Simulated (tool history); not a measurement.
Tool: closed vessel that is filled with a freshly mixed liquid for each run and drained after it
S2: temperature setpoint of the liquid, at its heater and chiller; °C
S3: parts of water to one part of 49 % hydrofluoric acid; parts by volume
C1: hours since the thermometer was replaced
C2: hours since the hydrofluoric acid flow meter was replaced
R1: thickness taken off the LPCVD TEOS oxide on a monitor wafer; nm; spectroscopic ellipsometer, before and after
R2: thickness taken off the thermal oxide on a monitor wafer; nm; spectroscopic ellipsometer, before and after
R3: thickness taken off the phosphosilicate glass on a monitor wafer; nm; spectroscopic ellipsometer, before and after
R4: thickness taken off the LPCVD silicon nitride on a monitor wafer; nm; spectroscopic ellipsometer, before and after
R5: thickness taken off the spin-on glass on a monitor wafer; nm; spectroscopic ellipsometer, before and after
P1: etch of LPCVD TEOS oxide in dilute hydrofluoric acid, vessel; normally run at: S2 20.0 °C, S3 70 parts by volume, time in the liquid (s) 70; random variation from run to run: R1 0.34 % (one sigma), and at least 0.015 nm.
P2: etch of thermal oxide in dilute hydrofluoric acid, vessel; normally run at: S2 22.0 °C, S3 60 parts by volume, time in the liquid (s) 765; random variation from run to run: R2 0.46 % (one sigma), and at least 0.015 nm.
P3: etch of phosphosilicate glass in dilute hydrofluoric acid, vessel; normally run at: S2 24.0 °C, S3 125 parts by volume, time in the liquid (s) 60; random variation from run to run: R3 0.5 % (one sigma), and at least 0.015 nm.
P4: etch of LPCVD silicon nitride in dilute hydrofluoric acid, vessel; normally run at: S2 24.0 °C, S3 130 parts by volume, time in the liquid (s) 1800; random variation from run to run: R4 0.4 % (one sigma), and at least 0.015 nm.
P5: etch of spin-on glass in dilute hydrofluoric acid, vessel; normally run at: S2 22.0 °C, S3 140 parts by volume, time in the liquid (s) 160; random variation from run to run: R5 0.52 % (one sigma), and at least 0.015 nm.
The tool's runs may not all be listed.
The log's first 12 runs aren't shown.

run 13 hour=88.4 | process_that_ran=P5 S2=22.0 S3=200 time_in_the_liquid_(s)=160 | C1=1047.8 C2=293.3 | R5=26.338
run 14 hour=98.4 | process_that_ran=P1 S2=28.0 S3=70 time_in_the_liquid_(s)=70 | C1=1057.8 C2=303.3 | R1=44.767
run 15 hour=108.0 | process_that_ran=P5 S2=22.0 S3=140 time_in_the_liquid_(s)=160 | C1=1067.4 C2=312.9 | R5=40.086
run 16 hour=117.3 | process_that_ran=P3 S2=24.0 S3=175 time_in_the_liquid_(s)=60 | C1=1076.7 C2=322.2 | R3=61.347
run 17 hour=123.1 | process_that_ran=P1 S2=20.0 S3=70 time_in_the_liquid_(s)=70 | C1=1082.5 C2=328.0 | R1=32.220
run 18 hour=132.1 | process_that_ran=P2 S2=22.0 S3=85 time_in_the_liquid_(s)=765 | C1=1091.5 C2=337.0 | R2=39.2800
run 19 hour=137.9 | process_that_ran=P5 S2=22.0 S3=140 time_in_the_liquid_(s)=90 | C1=1097.3 C2=342.8 | R5=22.731
run 20 hour=148.5 | process_that_ran=P2 S2=18.0 S3=60 time_in_the_liquid_(s)=765 | C1=1107.9 C2=353.4 | R2=48.4920
run 21 hour=156.9 | process_that_ran=P5 S2=22.0 S3=140 time_in_the_liquid_(s)=160 | C1=1116.3 C2=361.8 | R5=40.139
run 22 hour=162.2 | process_that_ran=P2 S2=22.0 S3=60 time_in_the_liquid_(s)=765 | C1=1121.6 C2=367.1 | R2=57.0520
run 23 hour=172.6 | process_that_ran=P2 S2=22.0 S3=60 time_in_the_liquid_(s)=765 | C1=1132.0 C2=377.5 | R2=56.9760
run 24 hour=179.0 | process_that_ran=P3 S2=24.0 S3=125 time_in_the_liquid_(s)=60 | C1=1138.4 C2=383.9 | R3=91.327
run 25 hour=184.7 | process_that_ran=P3 S2=24.0 S3=125 time_in_the_liquid_(s)=60 | C1=1144.1 C2=389.6 | R3=90.981
run 26 hour=193.4 | process_that_ran=P1 S2=20.0 S3=70 time_in_the_liquid_(s)=30 | C1=1152.8 C2=398.3 | R1=13.761
run 27 hour=200.2 | process_that_ran=P1 S2=20.0 S3=70 time_in_the_liquid_(s)=70 | C1=1159.6 C2=405.1 | R1=32.464

The next listed run, before its measurement:
run 28 hour=208.0 | process_that_ran=P4 S2=19.5 S3=130 time_in_the_liquid_(s)=1800 | C1=1167.4 C2=412.9 | R4=?

R4: 5.7907 nm
